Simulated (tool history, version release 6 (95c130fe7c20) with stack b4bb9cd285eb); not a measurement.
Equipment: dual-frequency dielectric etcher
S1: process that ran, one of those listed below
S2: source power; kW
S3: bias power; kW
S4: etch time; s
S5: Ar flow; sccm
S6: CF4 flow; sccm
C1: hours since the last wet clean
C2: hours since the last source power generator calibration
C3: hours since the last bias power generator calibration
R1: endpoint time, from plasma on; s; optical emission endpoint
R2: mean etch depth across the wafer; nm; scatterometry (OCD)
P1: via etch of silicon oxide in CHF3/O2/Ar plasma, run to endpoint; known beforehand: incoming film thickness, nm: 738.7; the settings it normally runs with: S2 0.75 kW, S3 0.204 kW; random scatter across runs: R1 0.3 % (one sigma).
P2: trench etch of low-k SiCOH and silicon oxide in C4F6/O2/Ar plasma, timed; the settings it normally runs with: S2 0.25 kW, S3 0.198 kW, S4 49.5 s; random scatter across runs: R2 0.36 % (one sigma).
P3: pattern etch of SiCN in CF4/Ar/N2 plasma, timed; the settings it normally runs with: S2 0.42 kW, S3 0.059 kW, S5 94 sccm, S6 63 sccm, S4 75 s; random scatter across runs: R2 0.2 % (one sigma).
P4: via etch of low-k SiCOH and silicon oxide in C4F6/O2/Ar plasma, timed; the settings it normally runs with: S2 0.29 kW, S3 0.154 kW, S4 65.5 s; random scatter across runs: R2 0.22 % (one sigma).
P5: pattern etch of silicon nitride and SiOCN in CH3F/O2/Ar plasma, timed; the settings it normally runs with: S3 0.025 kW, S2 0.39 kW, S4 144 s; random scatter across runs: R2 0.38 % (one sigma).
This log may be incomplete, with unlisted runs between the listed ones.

run,day,S1,S2,S3,S4,S5,S6,C1,C2,C3,R1,R2
1,0.462,P1,0.75,0.204,,,,445.1,581.9,900.3,319.11,
2,0.875,P5,0.39,0.025,144,,,455,591.8,910.2,,20.187
3,1.392,P1,0.91,0.204,,,,467.4,604.2,922.6,297.82,
# day 1.758: source power generator calibrated
4,1.9,P1,0.75,0.204,,,,479.6,3.4,934.8,322.32,
5,2.325,P2,0.25,0.132,49.5,,,489.8,13.6,945,,122.69
6,2.646,P1,0.75,0.259,,,,497.5,21.3,952.7,295.1,
7,3.004,P2,0.25,0.198,70.5,,,506.1,29.9,961.3,,197.52
8,3.321,P1,0.48,0.128,,,,513.7,37.5,968.9,439.36,
9,3.717,P4,0.29,0.154,90.5,,,523.2,47,978.4,,213.76
10,3.992,P1,0.75,0.123,,,,529.8,53.6,985,376.04,
11,4.538,P3,0.42,0.059,105.5,94,63,542.9,66.7,998.1,,78.444
12,5.096,P3,0.42,0.036,75,94,63,556.3,80.1,1011.5,,47.672
13,5.346,P4,0.29,0.154,65.5,,,562.3,86.1,1017.5,,155.72
14,5.7,P4,0.29,0.186,65.5,,,570.8,94.6,1026,,164.51
15,6.212,P3,0.42,0.059,75,94,63,583.1,106.9,1038.3,,55.728
16,6.475,P3,0.42,0.059,75,121,63,589.4,113.2,1044.6,,53.368
17,6.808,P3,0.54,0.059,75,94,63,597.4,121.2,1052.6,,69.642
18,7.138,P1,0.75,0.204,,,,605.3,129.1,1060.5,318.84,
19,7.508,P5,0.26,0.025,144,,,614.2,138,1069.4,,17.514
20,7.929,P1,0.75,0.204,,,,624.3,148.1,1079.5,319.06,
21,8.479,P5,0.39,0.015,144,,,637.5,161.3,1092.7,,16.156
22,8.958,P5,0.39,0.025,82.5,,,649,172.8,1104.2,,11.544
23,9.333,P3,0.42,0.059,75,94,63,658,181.8,1113.2,,55.986
24,9.842,P2,0.25,0.198,49.5,,,670.2,194,1125.4,,139.12
25,10.288,P1,0.92,0.264,,,,680.9,204.7,1136.1,271.96,
26,10.829,P1,0.75,0.204,,,,693.9,217.7,1149.1,318.2,
27,11.229,P1,0.75,0.204,,,,703.5,227.3,1158.7,319.84,
28,11.592,P4,0.2,0.154,65.5,,,712.2,236,1167.4,,134.26
29,11.988,P3,0.42,0.059,75,94,86,721.7,245.5,1176.9,,58.428
30,12.229,P1,0.44,0.204,,,,727.5,251.3,1182.7,393.5,
31,12.625,P1,0.75,0.204,,,,737,260.8,1192.2,318.83,
32,13.121,P2,0.34,0.198,49.5,,,748.9,272.7,1204.1,,157.26
33,13.671,P1,0.75,0.204,,,,762.1,285.9,1217.3,319.25,
34,14.192,P1,0.75,0.204,,,,774.6,298.4,1229.8,316.14,
35,14.629,P1,0.75,0.204,,,,785.1,308.9,1240.3,315.43,
# day 14.638: wet clean of the chamber
36,15.046,P1,0.75,0.204,,,,9.8,318.9,1250.3,315.44,
37,15.404,P1,0.75,0.204,,,,18.4,327.5,1258.9,315.76,
38,15.783,P1,0.75,0.204,,,,27.5,336.6,1268,314.03,
39,16.192,P1,0.75,0.204,,,,37.3,346.4,1277.8,315.02,

What P1 gives has crept off from where it sat before. The 2 causes that follow fit the log equally well, each at the size noted:
A: bias power that arrives over what is set, % = 4.52
B: source power that arrives over what is set, % = 4.02
Creep in the process output first set in at about day 13.671.
Every other cause this tool's parts could produce, and why it does not fit the log:
chamber walls in a state that raises the etch rate, %: serviced after onset, at day 14.638, with no recovery of the prior output

Consider the 4 single-wafer check runs listed below, results given as question marks: which one distinguishes between the causes by giving clearly different results for each?
check 1,16.6,P3,0.52,0.059,75,94,63,,,,,?
check 2,16.6,P5,0.39,0.016,144,,,,,,,?
check 3,16.6,P2,0.3,0.198,49.5,,,,,,,?
check 4,16.6,P4,0.22,0.154,65.5,,,,,,,?

What each check would give under each cause:
check,result,if A,if B
check 1,R2,68.326,69.716
check 2,R2,16.881,16.808
check 3,R2,151.56,151.65
check 4,R2,141.52,141.68
Distance between the nearest two causes, measured in the result of the check that separates them most: check 1 2.01 %; check 2 0.43 %; check 3 0.06 %; check 4 0.11 %
Check 1 tells the causes apart: in the others they would give nearly the same result.

Check 1 was then run and gave: R2 69.787 nm. Which cause is it?

Of the candidate causes, it is B: source power that arrives over what is set, %.
